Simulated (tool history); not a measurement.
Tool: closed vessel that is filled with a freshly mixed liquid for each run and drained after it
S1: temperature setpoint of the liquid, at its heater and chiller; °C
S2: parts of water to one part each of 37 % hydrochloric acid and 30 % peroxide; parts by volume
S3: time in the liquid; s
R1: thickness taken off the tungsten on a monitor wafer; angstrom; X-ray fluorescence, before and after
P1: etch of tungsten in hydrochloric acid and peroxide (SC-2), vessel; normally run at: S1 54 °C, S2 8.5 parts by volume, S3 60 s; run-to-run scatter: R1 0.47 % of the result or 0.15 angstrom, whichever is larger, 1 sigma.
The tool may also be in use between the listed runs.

{"run": 1, "hour": 3.7, "S1": 54, "S2": 8.5, "S3": 60, "R1": 137.48}
{"run": 2, "hour": 6.8, "S1": 54, "S2": 8.5, "S3": 60, "R1": 139.24}
{"run": 3, "hour": 11.1, "S1": 37.5, "S2": 8.5, "S3": 60, "R1": 44.313}
{"run": 4, "hour": 14.0, "S1": 54, "S2": 8.5, "S3": 30, "R1": 68.912}
{"run": 5, "hour": 18.1, "S1": 54, "S2": 4, "S3": 60, "R1": 242.77}
{"run": 6, "hour": 21.3, "S1": 54, "S2": 8.5, "S3": 110, "R1": 254.18}
{"run": 7, "hour": 23.4, "S1": 54, "S2": 8.5, "S3": 60, "R1": 138.19}
{"run": 8, "hour": 27.4, "S1": 68.5, "S2": 12, "S3": 60, "R1": 256.01}
{"run": 9, "hour": 32.1, "S1": 70, "S2": 8.5, "S3": 60, "R1": 371.31}
{"run": 10, "hour": 35.0, "S1": 46, "S2": 14, "S3": 60, "R1": 52.949}
{"run": 11, "hour": 37.1, "S1": 54, "S2": 8.5, "S3": 60, "R1": 138.13}
{"run": 12, "hour": 41.1, "S1": 62, "S2": 8.5, "S3": 30, "R1": 115.34}
{"run": 13, "hour": 43.3, "S1": 54, "S2": 8.5, "S3": 60, "R1": 138.52}
{"run": 14, "hour": 47.9, "S1": 54, "S2": 15, "S3": 60, "R1": 84.541}
{"run": 15, "hour": 50.1, "S1": 54, "S2": 8.5, "S3": 60, "R1": 138.06}
{"run": 16, "hour": 52.6, "S1": 54, "S2": 8.5, "S3": 60, "R1": 134.72}
{"run": 17, "hour": 55.5, "S1": 54, "S2": 8.5, "S3": 60, "R1": 131.12}
{"run": 18, "hour": 59.8, "S1": 54, "S2": 8.5, "S3": 60, "R1": 128.01}
{"hour": 60.2, "done": "new drum of peroxide connected"}
{"run": 19, "hour": 62.2, "S1": 54, "S2": 8.5, "S3": 60, "R1": 125.8}
{"run": 20, "hour": 65.9, "S1": 54, "S2": 8.5, "S3": 60, "R1": 125.77}
{"run": 21, "hour": 68.8, "S1": 54, "S2": 8.5, "S3": 60, "R1": 125.92}
{"run": 22, "hour": 71.2, "S1": 54, "S2": 8.5, "S3": 60, "R1": 125.29}
{"run": 23, "hour": 74.6, "S1": 54, "S2": 8.5, "S3": 60, "R1": 125.64}

What P1 gives has crept away from where it was. These 2 causes fit the log equally well, each at the size given:
A: liquid colder than its thermometer reads (K) = 1.46
B: chemicals flow below the setpoint (%) = 11
The creep began at about hour 50.1.
Why every other cause is out:
peroxide weaker than its label (%): serviced at hour 60.2, which brought nothing back

4 check runs are offered, each on 3 wafers whose results are averaged, their results left as question marks. Which one tells the causes apart?
{"run": "check 1", "hour": 78.0, "S1": 44, "S2": 8.5, "S3": 105, "R1": "?"}
{"run": "check 2", "hour": 78.0, "S1": 39, "S2": 14.5, "S3": 60, "R1": "?"}
{"run": "check 3", "hour": 78.0, "S1": 45, "S2": 4, "S3": 60, "R1": "?"}
{"run": "check 4", "hour": 78.0, "S1": 38, "S2": 14, "S3": 60, "R1": "?"}

What each check would give under each cause:
check=check_1 result=R1 if_A=111.64 if_B=112.32
check=check_2 result=R1 if_A=28.465 if_B=28.514
check=check_3 result=R1 if_A=119.69 if_B=122.32
check=check_4 result=R1 if_A=27.306 if_B=27.383
How far apart the two closest causes lie, in the result that separates them most: check 1 0.61 %; check 2 0.17 %; check 3 2.18 %; check 4 0.28 %
Check 3 tells the causes apart: in the others they would give nearly the same result.

Then check 3 was run and gave: R1 122.27 angstrom. Which cause is it?

It is B: chemicals flow below the setpoint (%).
